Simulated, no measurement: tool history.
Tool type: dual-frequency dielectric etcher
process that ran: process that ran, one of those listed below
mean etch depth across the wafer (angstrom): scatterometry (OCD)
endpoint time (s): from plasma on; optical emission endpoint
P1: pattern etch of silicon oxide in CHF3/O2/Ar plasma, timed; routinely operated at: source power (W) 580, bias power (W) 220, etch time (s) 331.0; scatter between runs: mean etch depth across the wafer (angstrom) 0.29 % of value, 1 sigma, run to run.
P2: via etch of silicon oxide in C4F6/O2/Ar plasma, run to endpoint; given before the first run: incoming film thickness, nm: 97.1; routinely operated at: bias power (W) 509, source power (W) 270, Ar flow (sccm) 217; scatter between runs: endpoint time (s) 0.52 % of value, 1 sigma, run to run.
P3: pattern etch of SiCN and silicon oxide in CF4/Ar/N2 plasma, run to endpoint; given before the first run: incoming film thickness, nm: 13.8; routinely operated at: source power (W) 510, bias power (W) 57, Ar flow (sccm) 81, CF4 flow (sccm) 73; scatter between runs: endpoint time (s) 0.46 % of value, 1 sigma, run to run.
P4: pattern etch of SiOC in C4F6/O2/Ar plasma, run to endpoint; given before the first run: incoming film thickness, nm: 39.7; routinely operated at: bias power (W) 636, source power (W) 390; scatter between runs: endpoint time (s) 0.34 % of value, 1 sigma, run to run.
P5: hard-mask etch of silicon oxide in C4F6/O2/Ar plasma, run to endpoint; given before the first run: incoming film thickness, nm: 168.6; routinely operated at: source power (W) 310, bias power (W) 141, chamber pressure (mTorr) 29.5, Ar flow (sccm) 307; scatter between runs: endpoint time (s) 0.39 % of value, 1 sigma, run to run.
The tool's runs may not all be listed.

| run | hour | process that ran | source power (W) | bias power (W) | etch time (s) | Ar flow (sccm) | CF4 flow (sccm) | chamber pressure (mTorr) | mean etch depth across the wafer (angstrom) | endpoint time (s) |
|---|---|---|---|---|---|---|---|---|---|---|
| 1 | 9.3 | P1 | 580 | 220 | 331.0 |  |  |  | 6580.5 |  |
| 2 | 13.6 | P2 | 380 | 509 |  | 217 |  |  |  | 20.214 |
| 3 | 20.3 | P3 | 510 | 35 |  | 81 | 73 |  |  | 16.801 |
| 4 | 29.1 | P1 | 580 | 220 | 426.5 |  |  |  | 8481.7 |  |
| 5 | 38.1 | P5 | 310 | 141 |  | 233 |  | 29.5 |  | 62.164 |
| 6 | 45.7 | P5 | 400 | 141 |  | 307 |  | 29.5 |  | 57.193 |
| 7 | 50.6 | P1 | 580 | 220 | 203.0 |  |  |  | 4028.9 |  |
| 8 | 57.4 | P1 | 580 | 176 | 182.0 |  |  |  | 3368.5 |  |
| 9 | 64.2 | P4 | 230 | 636 |  |  |  |  |  | 15.285 |
| 10 | 72.5 | P1 | 580 | 220 | 331.0 |  |  |  | 6601.2 |  |
| 11 | 78.9 | P5 | 310 | 141 |  | 307 |  | 36.0 |  | 65.294 |
| 12 | 86.3 | P3 | 510 | 57 |  | 81 | 73 |  |  | 14.797 |
| 13 | 93.2 | P2 | 270 | 609 |  | 217 |  |  |  | 21.200 |
| 14 | 100.6 | P1 | 580 | 176 | 331.0 |  |  |  | 6104.6 |  |
| 15 | 108.7 | P3 | 510 | 57 |  | 81 | 92 |  |  | 14.300 |
| 16 | 117.7 | P3 | 510 | 57 |  | 81 | 73 |  |  | 14.773 |
| 17 | 126.0 | P1 | 580 | 220 | 331.0 |  |  |  | 6569.3 |  |
| 18 | 130.3 | P3 | 510 | 57 |  | 63 | 73 |  |  | 14.204 |
| 19 | 135.8 | P5 | 310 | 141 |  | 307 |  | 29.5 |  | 63.771 |
| 20 | 141.2 | P1 | 370 | 220 | 331.0 |  |  |  | 5536.9 |  |
| 21 | 147.6 | P3 | 400 | 57 |  | 81 | 73 |  |  | 18.363 |
| 22 | 152.2 | P4 | 390 | 636 |  |  |  |  |  | 12.635 |
| 23 | 160.8 | P1 | 800 | 220 | 331.0 |  |  |  | 7394.6 |  |

Estimate the outcome of run 24 from the log above:
| 24 | 169.2 | P5 | 310 | 88 |  | 307 |  | 29.5 |  | ? |

{"run 24": {"endpoint time (s)": 72.931}}
